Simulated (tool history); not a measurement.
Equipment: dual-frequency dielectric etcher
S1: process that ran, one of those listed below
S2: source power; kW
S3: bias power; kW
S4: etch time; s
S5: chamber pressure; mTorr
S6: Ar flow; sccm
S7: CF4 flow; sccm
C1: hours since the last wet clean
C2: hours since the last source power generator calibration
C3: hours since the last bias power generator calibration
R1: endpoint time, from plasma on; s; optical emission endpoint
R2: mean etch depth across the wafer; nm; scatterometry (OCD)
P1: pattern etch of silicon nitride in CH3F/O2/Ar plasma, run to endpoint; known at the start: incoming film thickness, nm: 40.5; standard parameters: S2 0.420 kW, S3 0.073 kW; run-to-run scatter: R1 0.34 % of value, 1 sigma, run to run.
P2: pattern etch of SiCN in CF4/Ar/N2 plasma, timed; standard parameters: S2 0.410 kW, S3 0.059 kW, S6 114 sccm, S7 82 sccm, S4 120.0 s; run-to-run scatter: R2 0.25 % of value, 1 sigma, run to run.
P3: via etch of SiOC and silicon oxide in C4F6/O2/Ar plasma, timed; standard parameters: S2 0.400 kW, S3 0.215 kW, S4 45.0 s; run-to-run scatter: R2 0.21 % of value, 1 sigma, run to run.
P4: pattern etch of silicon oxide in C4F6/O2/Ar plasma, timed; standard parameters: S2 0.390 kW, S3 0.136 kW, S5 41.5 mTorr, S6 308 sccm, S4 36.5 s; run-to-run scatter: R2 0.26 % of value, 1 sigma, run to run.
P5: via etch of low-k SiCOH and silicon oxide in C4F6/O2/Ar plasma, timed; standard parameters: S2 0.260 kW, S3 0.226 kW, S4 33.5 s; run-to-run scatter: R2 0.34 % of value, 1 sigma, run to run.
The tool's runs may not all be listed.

{"run": 1, "hour": 7.3, "S1": "P1", "S2": 0.42, "S3": 0.073, "C1": 211.3, "C2": 1824.8, "C3": 1712.5, "R1": 57.574}
{"run": 2, "hour": 12.1, "S1": "P1", "S2": 0.42, "S3": 0.051, "C1": 216.1, "C2": 1829.6, "C3": 1717.3, "R1": 64.684}
{"run": 3, "hour": 16.1, "S1": "P1", "S2": 0.52, "S3": 0.099, "C1": 220.1, "C2": 1833.6, "C3": 1721.3, "R1": 47.889}
{"run": 4, "hour": 21.4, "S1": "P1", "S2": 0.26, "S3": 0.073, "C1": 225.4, "C2": 1838.9, "C3": 1726.6, "R1": 69.01}
{"run": 5, "hour": 25.3, "S1": "P5", "S2": 0.26, "S3": 0.226, "S4": 33.5, "C1": 229.3, "C2": 1842.8, "C3": 1730.5, "R2": 73.398}
{"run": 6, "hour": 31.5, "S1": "P5", "S2": 0.34, "S3": 0.226, "S4": 33.5, "C1": 235.5, "C2": 1849.0, "C3": 1736.7, "R2": 81.544}
{"run": 7, "hour": 38.2, "S1": "P1", "S2": 0.55, "S3": 0.073, "C1": 242.2, "C2": 1855.7, "C3": 1743.4, "R1": 51.857}
{"run": 8, "hour": 42.6, "S1": "P4", "S2": 0.26, "S3": 0.136, "S4": 36.5, "S5": 41.5, "S6": 308, "C1": 246.6, "C2": 1860.1, "C3": 1747.8, "R2": 84.674}
{"run": 9, "hour": 49.5, "S1": "P1", "S2": 0.42, "S3": 0.073, "C1": 253.5, "C2": 1867.0, "C3": 1754.7, "R1": 57.675}
{"run": 10, "hour": 55.8, "S1": "P3", "S2": 0.33, "S3": 0.215, "S4": 45.0, "C1": 259.8, "C2": 1873.3, "C3": 1761.0, "R2": 51.135}
{"run": 11, "hour": 62.6, "S1": "P5", "S2": 0.26, "S3": 0.226, "S4": 33.5, "C1": 266.6, "C2": 1880.1, "C3": 1767.8, "R2": 73.8}
{"run": 12, "hour": 70.0, "S1": "P4", "S2": 0.39, "S3": 0.136, "S4": 36.5, "S5": 52.5, "S6": 308, "C1": 274.0, "C2": 1887.5, "C3": 1775.2, "R2": 96.79}
{"run": 13, "hour": 74.4, "S1": "P3", "S2": 0.4, "S3": 0.215, "S4": 45.0, "C1": 278.4, "C2": 1891.9, "C3": 1779.6, "R2": 55.12}
{"run": 14, "hour": 81.0, "S1": "P2", "S2": 0.41, "S3": 0.059, "S4": 120.0, "S6": 140, "S7": 82, "C1": 285.0, "C2": 1898.5, "C3": 1786.2, "R2": 91.613}
{"run": 15, "hour": 85.2, "S1": "P4", "S2": 0.39, "S3": 0.136, "S4": 36.5, "S5": 41.5, "S6": 187, "C1": 289.2, "C2": 1902.7, "C3": 1790.4, "R2": 105.35}
{"run": 16, "hour": 91.1, "S1": "P4", "S2": 0.39, "S3": 0.189, "S4": 36.5, "S5": 41.5, "S6": 308, "C1": 295.1, "C2": 1908.6, "C3": 1796.3, "R2": 110.39}
{"run": 17, "hour": 96.7, "S1": "P2", "S2": 0.41, "S3": 0.059, "S4": 78.0, "S6": 114, "S7": 82, "C1": 300.7, "C2": 1914.2, "C3": 1801.9, "R2": 61.615}
{"run": 18, "hour": 101.9, "S1": "P5", "S2": 0.26, "S3": 0.267, "S4": 33.5, "C1": 305.9, "C2": 1919.4, "C3": 1807.1, "R2": 78.022}
{"run": 19, "hour": 107.1, "S1": "P1", "S2": 0.54, "S3": 0.045, "C1": 311.1, "C2": 1924.6, "C3": 1812.3, "R1": 60.718}
{"run": 20, "hour": 110.9, "S1": "P2", "S2": 0.41, "S3": 0.059, "S4": 120.0, "S6": 114, "S7": 55, "C1": 314.9, "C2": 1928.4, "C3": 1816.1, "R2": 88.797}
{"run": 21, "hour": 118.2, "S1": "P2", "S2": 0.41, "S3": 0.048, "S4": 120.0, "S6": 114, "S7": 82, "C1": 322.2, "C2": 1935.7, "C3": 1823.4, "R2": 88.884}
{"run": 22, "hour": 124.0, "S1": "P1", "S2": 0.42, "S3": 0.073, "C1": 328.0, "C2": 1941.5, "C3": 1829.2, "R1": 57.595}
{"run": 23, "hour": 130.7, "S1": "P2", "S2": 0.27, "S3": 0.059, "S4": 120.0, "S6": 114, "S7": 82, "C1": 334.7, "C2": 1948.2, "C3": 1835.9, "R2": 65.469}
{"run": 24, "hour": 137.0, "S1": "P2", "S2": 0.41, "S3": 0.059, "S4": 120.0, "S6": 114, "S7": 82, "C1": 341.0, "C2": 1954.5, "C3": 1842.2, "R2": 94.549}
{"run": 25, "hour": 142.1, "S1": "P4", "S2": 0.39, "S3": 0.136, "S4": 21.0, "S5": 41.5, "S6": 308, "C1": 346.1, "C2": 1959.6, "C3": 1847.3, "R2": 57.248}
{"run": 26, "hour": 146.7, "S1": "P1", "S2": 0.42, "S3": 0.073, "C1": 350.7, "C2": 1964.2, "C3": 1851.9, "R1": 57.209}

Run 27 is up next; what results do you expect?
{"run": 27, "hour": 150.3, "S1": "P3", "S2": 0.4, "S3": 0.272, "S4": 45.0, "C1": 354.3, "C2": 1967.8, "C3": 1855.5, "R2": "?"}

{"run 27": {"R2": 59.815}}

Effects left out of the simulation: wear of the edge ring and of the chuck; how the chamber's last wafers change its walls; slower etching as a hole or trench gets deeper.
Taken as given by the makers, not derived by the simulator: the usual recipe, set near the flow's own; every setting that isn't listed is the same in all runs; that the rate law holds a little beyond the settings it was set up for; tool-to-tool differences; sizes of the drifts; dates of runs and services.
